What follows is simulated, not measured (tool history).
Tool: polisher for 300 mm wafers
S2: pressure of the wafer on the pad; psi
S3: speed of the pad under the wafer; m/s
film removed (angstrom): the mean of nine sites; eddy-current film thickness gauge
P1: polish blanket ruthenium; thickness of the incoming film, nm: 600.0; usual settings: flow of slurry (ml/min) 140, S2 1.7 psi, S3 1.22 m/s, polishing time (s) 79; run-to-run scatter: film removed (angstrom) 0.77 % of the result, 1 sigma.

Run 1, hour 12.1: flow of slurry (ml/min) 140, S2 1.7 psi, S3 1.22 m/s, polishing time (s) 79. Result: film removed (angstrom) 758.24.
Run 2, hour 26.5: flow of slurry (ml/min) 210, S2 1.7 psi, S3 1.22 m/s, polishing time (s) 79. Result: film removed (angstrom) 805.16.
Run 3, hour 37.7: flow of slurry (ml/min) 140, S2 1.7 psi, S3 1.22 m/s, polishing time (s) 79. Result: film removed (angstrom) 761.80.
Run 4, hour 54.2: flow of slurry (ml/min) 140, S2 1.7 psi, S3 0.54 m/s, polishing time (s) 79. Result: film removed (angstrom) 337.30.
Run 5, hour 68.9: flow of slurry (ml/min) 140, S2 1.7 psi, S3 1.22 m/s, polishing time (s) 79. Result: film removed (angstrom) 758.53.
Run 6, hour 83.6: flow of slurry (ml/min) 140, S2 1.7 psi, S3 1.22 m/s, polishing time (s) 103. Result: film removed (angstrom) 998.88.
Run 7, hour 98.5: flow of slurry (ml/min) 140, S2 1.7 psi, S3 1.22 m/s, polishing time (s) 79. Result: film removed (angstrom) 756.47.
Run 8, hour 112.5: flow of slurry (ml/min) 140, S2 1.7 psi, S3 1.22 m/s, polishing time (s) 79. Result: film removed (angstrom) 766.00.
Run 9, hour 123.6: flow of slurry (ml/min) 140, S2 1.7 psi, S3 0.54 m/s, polishing time (s) 39. Result: film removed (angstrom) 166.68.
Run 10, hour 135.1: flow of slurry (ml/min) 140, S2 1.7 psi, S3 1.22 m/s, polishing time (s) 40. Result: film removed (angstrom) 385.27.
Run 11, hour 150.9: flow of slurry (ml/min) 140, S2 2.1 psi, S3 1.22 m/s, polishing time (s) 79. Result: film removed (angstrom) 938.02.
Run 12, hour 158.9: flow of slurry (ml/min) 100, S2 1.7 psi, S3 1.22 m/s, polishing time (s) 105. Result: film removed (angstrom) 949.26.
Run 13, hour 175.8: flow of slurry (ml/min) 140, S2 1.7 psi, S3 1.90 m/s, polishing time (s) 79. Result: film removed (angstrom) 1191.10.
Run 14, hour 188.1: flow of slurry (ml/min) 140, S2 0.8 psi, S3 1.22 m/s, polishing time (s) 79. Result: film removed (angstrom) 359.44.
Run 15, hour 198.4: flow of slurry (ml/min) 140, S2 2.6 psi, S3 1.22 m/s, polishing time (s) 112. Result: film removed (angstrom) 1635.20.
Run 16, hour 214.9: flow of slurry (ml/min) 90, S2 1.7 psi, S3 1.22 m/s, polishing time (s) 79. Result: film removed (angstrom) 692.16.
Run 17, hour 230.3: flow of slurry (ml/min) 140, S2 1.7 psi, S3 1.22 m/s, polishing time (s) 79. Result: film removed (angstrom) 755.57.
Run 18, hour 241.1: flow of slurry (ml/min) 140, S2 1.7 psi, S3 1.22 m/s, polishing time (s) 79. Result: film removed (angstrom) 767.61.
Run 19, hour 257.3: flow of slurry (ml/min) 140, S2 1.7 psi, S3 1.22 m/s, polishing time (s) 79. Result: film removed (angstrom) 766.25.
Run 20, hour 270.2: flow of slurry (ml/min) 140, S2 1.7 psi, S3 1.22 m/s, polishing time (s) 79. Result: film removed (angstrom) 742.61.
Run 21, hour 282.9: flow of slurry (ml/min) 140, S2 1.7 psi, S3 1.22 m/s, polishing time (s) 79. Result: film removed (angstrom) 737.52.
Run 22, hour 292.0: flow of slurry (ml/min) 140, S2 1.7 psi, S3 1.22 m/s, polishing time (s) 79. Result: film removed (angstrom) 728.00.
Run 23, hour 306.5: flow of slurry (ml/min) 140, S2 1.7 psi, S3 1.22 m/s, polishing time (s) 79. Result: film removed (angstrom) 719.92.
Run 24, hour 314.8: flow of slurry (ml/min) 140, S2 1.7 psi, S3 1.22 m/s, polishing time (s) 79. Result: film removed (angstrom) 708.72.
Run 25, hour 327.6: flow of slurry (ml/min) 140, S2 1.7 psi, S3 1.22 m/s, polishing time (s) 79. Result: film removed (angstrom) 712.52.
Run 26, hour 339.5: flow of slurry (ml/min) 140, S2 1.7 psi, S3 1.22 m/s, polishing time (s) 79. Result: film removed (angstrom) 710.03.
At hour 340.0: head pressure recalibrated.
Run 27, hour 356.1: flow of slurry (ml/min) 140, S2 1.7 psi, S3 1.22 m/s, polishing time (s) 79. Result: film removed (angstrom) 699.38.
Run 28, hour 370.5: flow of slurry (ml/min) 140, S2 1.7 psi, S3 1.22 m/s, polishing time (s) 79. Result: film removed (angstrom) 705.09.
Run 29, hour 380.7: flow of slurry (ml/min) 140, S2 1.7 psi, S3 1.22 m/s, polishing time (s) 79. Result: film removed (angstrom) 698.15.

What P1 gives has crept away from where it was. These 2 causes fit the log equally well, each at the size given:
A: removal rate lost through wear of the pad, % = 8.27
B: slurry flow missing at the pad, % = 32.1
The creep began at about hour 257.3.
Why every other cause is out:
head's pressure below its setpoint, %: serviced at hour 340.0, which brought nothing back

4 check runs are offered, each on 5 wafers whose results are averaged, their results left as question marks. Which one tells the causes apart?
Run check 1, hour 390.9: flow of slurry (ml/min) 140, S2 1.1 psi, S3 1.80 m/s, polishing time (s) 79. Result: film removed (angstrom) ?.
Run check 2, hour 390.9: flow of slurry (ml/min) 205, S2 1.7 psi, S3 0.92 m/s, polishing time (s) 79. Result: film removed (angstrom) ?.
Run check 3, hour 390.9: flow of slurry (ml/min) 140, S2 0.8 psi, S3 1.60 m/s, polishing time (s) 79. Result: film removed (angstrom) ?.
Run check 4, hour 390.9: flow of slurry (ml/min) 140, S2 1.2 psi, S3 0.62 m/s, polishing time (s) 79. Result: film removed (angstrom) ?.

What each check would give under each cause:
  check                   result    if A    if B
check 1  film removed (angstrom)  670.24  670.25
check 2  film removed (angstrom)  562.06  576.53
check 3  film removed (angstrom)  433.28  433.29
check 4  film removed (angstrom)  251.85  251.85
How far apart the two closest causes lie, in the result that separates them most: check 1 0 %; check 2 2.54 %; check 3 0 %; check 4 0 %
Only check 2 tells the causes apart: in the others they would give nearly the same result.

Then check 2 was run and gave: film removed (angstrom) 573.33. Which cause is it?

It is B: slurry flow missing at the pad, %.

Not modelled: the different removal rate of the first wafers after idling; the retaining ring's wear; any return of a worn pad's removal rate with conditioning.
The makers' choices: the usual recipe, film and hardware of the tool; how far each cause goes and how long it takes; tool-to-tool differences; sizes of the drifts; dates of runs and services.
